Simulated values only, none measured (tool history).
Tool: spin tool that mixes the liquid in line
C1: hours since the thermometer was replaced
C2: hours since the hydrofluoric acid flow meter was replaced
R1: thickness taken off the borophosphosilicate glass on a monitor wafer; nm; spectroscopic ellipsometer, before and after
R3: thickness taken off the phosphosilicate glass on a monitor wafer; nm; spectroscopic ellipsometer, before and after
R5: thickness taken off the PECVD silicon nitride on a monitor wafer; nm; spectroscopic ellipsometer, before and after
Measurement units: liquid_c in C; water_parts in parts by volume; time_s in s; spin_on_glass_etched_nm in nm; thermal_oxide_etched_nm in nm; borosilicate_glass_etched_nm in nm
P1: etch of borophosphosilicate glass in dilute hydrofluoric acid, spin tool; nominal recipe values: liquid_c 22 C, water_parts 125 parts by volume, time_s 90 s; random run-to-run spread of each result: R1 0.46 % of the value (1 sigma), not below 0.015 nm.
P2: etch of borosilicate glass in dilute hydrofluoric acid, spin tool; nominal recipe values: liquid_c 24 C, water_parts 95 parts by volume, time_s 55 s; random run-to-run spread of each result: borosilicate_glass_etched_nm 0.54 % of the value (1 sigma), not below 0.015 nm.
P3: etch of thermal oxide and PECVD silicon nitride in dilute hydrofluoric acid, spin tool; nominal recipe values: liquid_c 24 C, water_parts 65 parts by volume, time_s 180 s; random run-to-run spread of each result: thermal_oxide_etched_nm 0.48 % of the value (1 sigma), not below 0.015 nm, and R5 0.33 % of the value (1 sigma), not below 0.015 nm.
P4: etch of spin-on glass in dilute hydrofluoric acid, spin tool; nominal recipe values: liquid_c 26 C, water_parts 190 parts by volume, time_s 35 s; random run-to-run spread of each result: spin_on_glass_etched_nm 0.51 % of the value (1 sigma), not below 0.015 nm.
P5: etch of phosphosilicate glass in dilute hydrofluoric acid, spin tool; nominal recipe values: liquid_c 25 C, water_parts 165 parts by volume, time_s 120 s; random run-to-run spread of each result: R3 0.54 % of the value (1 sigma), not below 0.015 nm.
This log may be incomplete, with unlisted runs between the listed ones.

run 1 hour=5.4 | process=P1 liquid_c=22 water_parts=125 time_s=90 | C1=761.7 C2=489.3 | R1=38.394
run 2 hour=14.4 | process=P4 liquid_c=26 water_parts=190 time_s=35 | C1=770.7 C2=498.3 | spin_on_glass_etched_nm=9.3068
run 3 hour=25.2 | process=P5 liquid_c=25 water_parts=165 time_s=120 | C1=781.5 C2=509.1 | R3=42.33
run 4 hour=36 | process=P3 liquid_c=24 water_parts=65 time_s=180 | C1=792.3 C2=519.9 | thermal_oxide_etched_nm=14.217 R5=7.2421
run 5 hour=43.4 | process=P1 liquid_c=22 water_parts=125 time_s=90 | C1=799.7 C2=527.3 | R1=38.726
run 6 hour=53.1 | process=P1 liquid_c=22 water_parts=125 time_s=90 | C1=809.4 C2=537 | R1=38.791
run 7 hour=61.2 | process=P1 liquid_c=22 water_parts=40 time_s=90 | C1=817.5 C2=545.1 | R1=134.43
run 8 hour=71.3 | process=P4 liquid_c=32 water_parts=190 time_s=35 | C1=827.6 C2=555.2 | spin_on_glass_etched_nm=11.419
run 9 hour=82.6 | process=P4 liquid_c=26 water_parts=190 time_s=35 | C1=838.9 C2=566.5 | spin_on_glass_etched_nm=9.2339
run 10 hour=90.5 | process=P5 liquid_c=25 water_parts=70 time_s=120 | C1=846.8 C2=574.4 | R3=113.63
run 11 hour=98.7 | process=P3 liquid_c=24 water_parts=100 time_s=180 | C1=855 C2=582.6 | thermal_oxide_etched_nm=8.8074 R5=4.7237
run 12 hour=110.4 | process=P4 liquid_c=26 water_parts=190 time_s=70 | C1=866.7 C2=594.3 | spin_on_glass_etched_nm=18.562
run 13 hour=116.2 | process=P1 liquid_c=22 water_parts=125 time_s=90 | C1=872.5 C2=600.1 | R1=38.999
run 14 hour=124.9 | process=P3 liquid_c=24 water_parts=65 time_s=180 | C1=881.2 C2=608.8 | thermal_oxide_etched_nm=14.18 R5=7.2697
run 15 hour=131.3 | process=P1 liquid_c=22 water_parts=125 time_s=90 | C1=887.6 C2=615.2 | R1=38.926
run 16 hour=142.2 | process=P2 liquid_c=24 water_parts=170 time_s=55 | C1=898.5 C2=626.1 | borosilicate_glass_etched_nm=7.5463
run 17 hour=152.8 | process=P1 liquid_c=22 water_parts=125 time_s=90 | C1=909.1 C2=636.7 | R1=38.98
run 18 hour=159.9 | process=P1 liquid_c=17.5 water_parts=125 time_s=90 | C1=916.2 C2=643.8 | R1=32.342
run 19 hour=165.9 | process=P2 liquid_c=24 water_parts=95 time_s=55 | C1=922.2 C2=649.8 | borosilicate_glass_etched_nm=14.918
run 20 hour=175.4 | process=P2 liquid_c=24 water_parts=95 time_s=115 | C1=931.7 C2=659.3 | borosilicate_glass_etched_nm=31.104
run 21 hour=181.5 | process=P4 liquid_c=26 water_parts=55 time_s=35 | C1=937.8 C2=665.4 | spin_on_glass_etched_nm=37.781
run 22 hour=194 | process=P1 liquid_c=22 water_parts=125 time_s=90 | C1=950.3 C2=677.9 | R1=38.73
run 23 hour=205.3 | process=P2 liquid_c=30.5 water_parts=95 time_s=55 | C1=961.6 C2=689.2 | borosilicate_glass_etched_nm=19.218
run 24 hour=215.6 | process=P1 liquid_c=22 water_parts=170 time_s=90 | C1=971.9 C2=699.5 | R1=27.134
run 25 hour=224.9 | process=P1 liquid_c=26.5 water_parts=125 time_s=90 | C1=981.2 C2=708.8 | R1=46.092
run 26 hour=233 | process=P5 liquid_c=17 water_parts=165 time_s=120 | C1=989.3 C2=716.9 | R3=31.377
run 27 hour=240.6 | process=P3 liquid_c=30.5 water_parts=65 time_s=180 | C1=996.9 C2=724.5 | thermal_oxide_etched_nm=18.229 R5=11.076
run 28 hour=246.6 | process=P1 liquid_c=22 water_parts=125 time_s=15 | C1=1002.9 C2=730.5 | R1=6.4837
run 29 hour=254.6 | process=P3 liquid_c=24 water_parts=65 time_s=80 | C1=1010.9 C2=738.5 | thermal_oxide_etched_nm=6.2381 R5=3.2033
run 30 hour=261.1 | process=P1 liquid_c=22 water_parts=125 time_s=140 | C1=1017.4 C2=745 | R1=60.818
run 31 hour=270 | process=P5 liquid_c=25 water_parts=165 time_s=15 | C1=1026.3 C2=753.9 | R3=5.3436
run 32 hour=278 | process=P1 liquid_c=17 water_parts=125 time_s=150 | C1=1034.3 C2=761.9 | R1=52.939
run 33 hour=283.8 | process=P1 liquid_c=22 water_parts=55 time_s=165 | C1=1040.1 C2=767.7 | R1=174.68
run 34 hour=292.7 | process=P1 liquid_c=22 water_parts=125 time_s=90 | C1=1049 C2=776.6 | R1=38.67
run 35 hour=304 | process=P1 liquid_c=22 water_parts=125 time_s=90 | C1=1060.3 C2=787.9 | R1=40.777
run 36 hour=311.9 | process=P1 liquid_c=22 water_parts=125 time_s=90 | C1=1068.2 C2=795.8 | R1=41.372
run 37 hour=318.4 | process=P1 liquid_c=22 water_parts=125 time_s=90 | C1=1074.7 C2=802.3 | R1=42.199
run 38 hour=326.8 | process=P1 liquid_c=22 water_parts=125 time_s=90 | C1=1083.1 C2=810.7 | R1=42.011
run 39 hour=334.5 | process=P1 liquid_c=22 water_parts=125 time_s=90 | C1=1090.8 C2=818.4 | R1=41.813

What does the tool deliver on the next run?
run 40 hour=346 | process=P1 liquid_c=22 water_parts=125 time_s=90 | C1=1102.3 C2=829.9 | R1=?

Run 40 produced R1 42.397 nm.
